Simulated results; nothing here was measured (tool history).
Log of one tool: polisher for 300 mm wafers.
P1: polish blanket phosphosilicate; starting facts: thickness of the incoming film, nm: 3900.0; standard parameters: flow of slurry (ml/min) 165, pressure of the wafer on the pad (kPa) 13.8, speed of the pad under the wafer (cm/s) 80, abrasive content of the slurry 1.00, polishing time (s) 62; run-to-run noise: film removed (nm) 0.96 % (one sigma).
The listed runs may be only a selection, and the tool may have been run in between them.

run	day	flow of slurry (ml/min)	pressure of the wafer on the pad (kPa)	speed of the pad under the wafer (cm/s)	abrasive content of the slurry	polishing time (s)	wafers polished on this pad	hours since the slurry nozzle was cleaned	hours since the head pressure was calibrated	hours since the slurry blender was calibrated	hours since the conditioning disc was replaced	film removed (nm)
1	0.146	165	13.8	80	1.00	62	738	582.1	463.5	58.4	286.7	300.64
2	0.250	165	13.8	80	1.25	62	759	584.6	466.0	60.9	289.2	331.52
3	0.421	165	13.8	124	1.00	62	795	588.7	470.1	65.0	293.3	431.77
4	0.554	165	13.8	80	1.00	62	822	591.9	473.3	68.2	296.5	296.87
5	0.717	260	13.8	80	1.20	62	856	595.8	477.2	72.1	300.4	342.74
6	0.900	165	13.8	80	0.50	62	894	600.2	481.6	76.5	304.8	205.96
7	1.062	165	13.8	80	1.00	62	928	604.1	485.5	80.4	308.7	303.31
8	1.250	165	13.8	80	1.00	99	967	608.6	490.0	84.9	313.2	483.49
9	1.417	110	13.8	80	0.50	62	1002	612.6	494.0	88.9	317.2	193.00
10	1.625	165	13.8	80	1.00	62	1045	617.6	499.0	93.9	322.2	301.60
11	1.771	165	13.8	80	1.00	28	1075	621.1	502.5	97.4	325.7	135.02
12	1.925	255	13.8	80	1.00	62	1107	624.8	506.2	101.1	329.4	320.26
13	2.092	165	13.8	80	1.00	62	1142	628.8	510.2	105.1	333.4	305.91
14	2.208	100	13.8	80	1.00	62	1166	631.6	513.0	107.9	336.2	268.65
15	2.421	165	13.8	52	1.00	62	1210	636.7	518.1	113.0	341.3	215.00
16	2.575	165	7.6	80	1.00	62	1242	640.4	521.8	116.7	345.0	164.74
17	2.775	165	13.8	80	1.00	62	1284	645.2	526.6	121.5	349.8	305.09
18	2.896	165	10.3	80	1.00	39	1309	648.1	529.5	124.4	352.7	141.68
19	3.004	165	18.6	80	1.00	62	1331	650.7	532.1	127.0	355.3	412.87
20	3.108	165	13.8	80	1.00	62	1353	653.2	534.6	129.5	357.8	303.17
21	3.292	165	13.8	80	1.00	62	1391	657.6	539.0	133.9	362.2	286.73
22	3.425	165	13.8	80	1.00	62	1418	660.8	542.2	137.1	365.4	279.83
23	3.554	165	13.8	80	1.00	62	1445	663.9	545.3	140.2	368.5	279.75
# day 3.625: conditioning disc replaced and pad reconditioned
24	3.729	165	13.8	80	1.00	62	1482	668.1	549.5	144.4	2.6	277.04
# day 3.738: slurry nozzle cleaned
25	3.875	165	13.8	80	1.00	62	1512	3.4	553.0	147.9	6.1	272.58
# day 3.942: head pressure recalibrated
26	4.054	165	13.8	80	1.00	62	1549	7.7	2.8	152.2	10.4	274.17
27	4.150	165	13.8	80	1.00	62	1569	10.0	5.1	154.5	12.7	270.58

What will run 28 give?
28	4.283	165	13.8	80	1.00	62	1597	13.2	8.3	157.7	15.9	?

Run 28 measured film removed (nm) 269.42.
